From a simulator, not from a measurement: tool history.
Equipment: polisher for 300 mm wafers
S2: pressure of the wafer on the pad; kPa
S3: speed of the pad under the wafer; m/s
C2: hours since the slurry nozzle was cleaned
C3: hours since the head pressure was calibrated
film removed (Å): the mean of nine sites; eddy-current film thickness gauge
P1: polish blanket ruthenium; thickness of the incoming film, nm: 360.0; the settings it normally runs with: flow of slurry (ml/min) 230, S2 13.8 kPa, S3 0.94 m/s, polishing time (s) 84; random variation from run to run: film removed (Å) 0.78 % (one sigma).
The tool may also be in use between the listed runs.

run 1 hour=9.1 | flow_of_slurry_(ml/min)=230 S2=13.8 S3=0.94 polishing_time_(s)=84 | wafers_polished_on_this_pad=585 C2=220.0 C3=492.2 | film_removed_(Å)=1118.60
run 2 hour=19.6 | flow_of_slurry_(ml/min)=230 S2=13.8 S3=0.94 polishing_time_(s)=110 | wafers_polished_on_this_pad=687 C2=230.5 C3=502.7 | film_removed_(Å)=1463.90
run 3 hour=27.5 | flow_of_slurry_(ml/min)=355 S2=10.3 S3=0.94 polishing_time_(s)=84 | wafers_polished_on_this_pad=764 C2=238.4 C3=510.6 | film_removed_(Å)=862.36
run 4 hour=39.0 | flow_of_slurry_(ml/min)=230 S2=6.9 S3=0.94 polishing_time_(s)=84 | wafers_polished_on_this_pad=877 C2=249.9 C3=522.1 | film_removed_(Å)=544.73
run 5 hour=48.8 | flow_of_slurry_(ml/min)=230 S2=13.8 S3=0.94 polishing_time_(s)=84 | wafers_polished_on_this_pad=972 C2=259.7 C3=531.9 | film_removed_(Å)=1085.80
run 6 hour=56.9 | flow_of_slurry_(ml/min)=140 S2=13.8 S3=0.58 polishing_time_(s)=84 | wafers_polished_on_this_pad=1052 C2=267.8 C3=540.0 | film_removed_(Å)=627.75
run 7 hour=65.1 | flow_of_slurry_(ml/min)=230 S2=21.4 S3=0.94 polishing_time_(s)=84 | wafers_polished_on_this_pad=1132 C2=276.0 C3=548.2 | film_removed_(Å)=1712.00
run 8 hour=73.7 | flow_of_slurry_(ml/min)=230 S2=13.8 S3=0.94 polishing_time_(s)=54 | wafers_polished_on_this_pad=1216 C2=284.6 C3=556.8 | film_removed_(Å)=713.91
run 9 hour=83.6 | flow_of_slurry_(ml/min)=230 S2=13.8 S3=0.94 polishing_time_(s)=84 | wafers_polished_on_this_pad=1312 C2=294.5 C3=566.7 | film_removed_(Å)=1112.80
run 10 hour=92.4 | flow_of_slurry_(ml/min)=230 S2=13.8 S3=0.94 polishing_time_(s)=84 | wafers_polished_on_this_pad=1398 C2=303.3 C3=575.5 | film_removed_(Å)=1111.50
run 11 hour=104.8 | flow_of_slurry_(ml/min)=360 S2=13.8 S3=0.94 polishing_time_(s)=84 | wafers_polished_on_this_pad=1519 C2=315.7 C3=587.9 | film_removed_(Å)=1141.60
run 12 hour=115.7 | flow_of_slurry_(ml/min)=140 S2=17.9 S3=0.94 polishing_time_(s)=84 | wafers_polished_on_this_pad=1626 C2=326.6 C3=598.8 | film_removed_(Å)=1330.50
run 13 hour=128.1 | flow_of_slurry_(ml/min)=140 S2=13.8 S3=0.94 polishing_time_(s)=84 | wafers_polished_on_this_pad=1747 C2=339.0 C3=611.2 | film_removed_(Å)=1024.20
run 14 hour=139.9 | flow_of_slurry_(ml/min)=230 S2=13.8 S3=1.48 polishing_time_(s)=84 | wafers_polished_on_this_pad=1862 C2=350.8 C3=623.0 | film_removed_(Å)=1747.00
run 15 hour=147.3 | flow_of_slurry_(ml/min)=230 S2=13.8 S3=0.54 polishing_time_(s)=84 | wafers_polished_on_this_pad=1935 C2=358.2 C3=630.4 | film_removed_(Å)=631.16
run 16 hour=159.3 | flow_of_slurry_(ml/min)=230 S2=13.8 S3=0.94 polishing_time_(s)=84 | wafers_polished_on_this_pad=2052 C2=370.2 C3=642.4 | film_removed_(Å)=1098.50

What will run 17 give?
run 17 hour=169.7 | flow_of_slurry_(ml/min)=230 S2=13.8 S3=0.94 polishing_time_(s)=84 | wafers_polished_on_this_pad=2153 C2=380.6 C3=652.8 | film_removed_(Å)=?

{"run 17": {"film removed (Å)": 1110.7}}
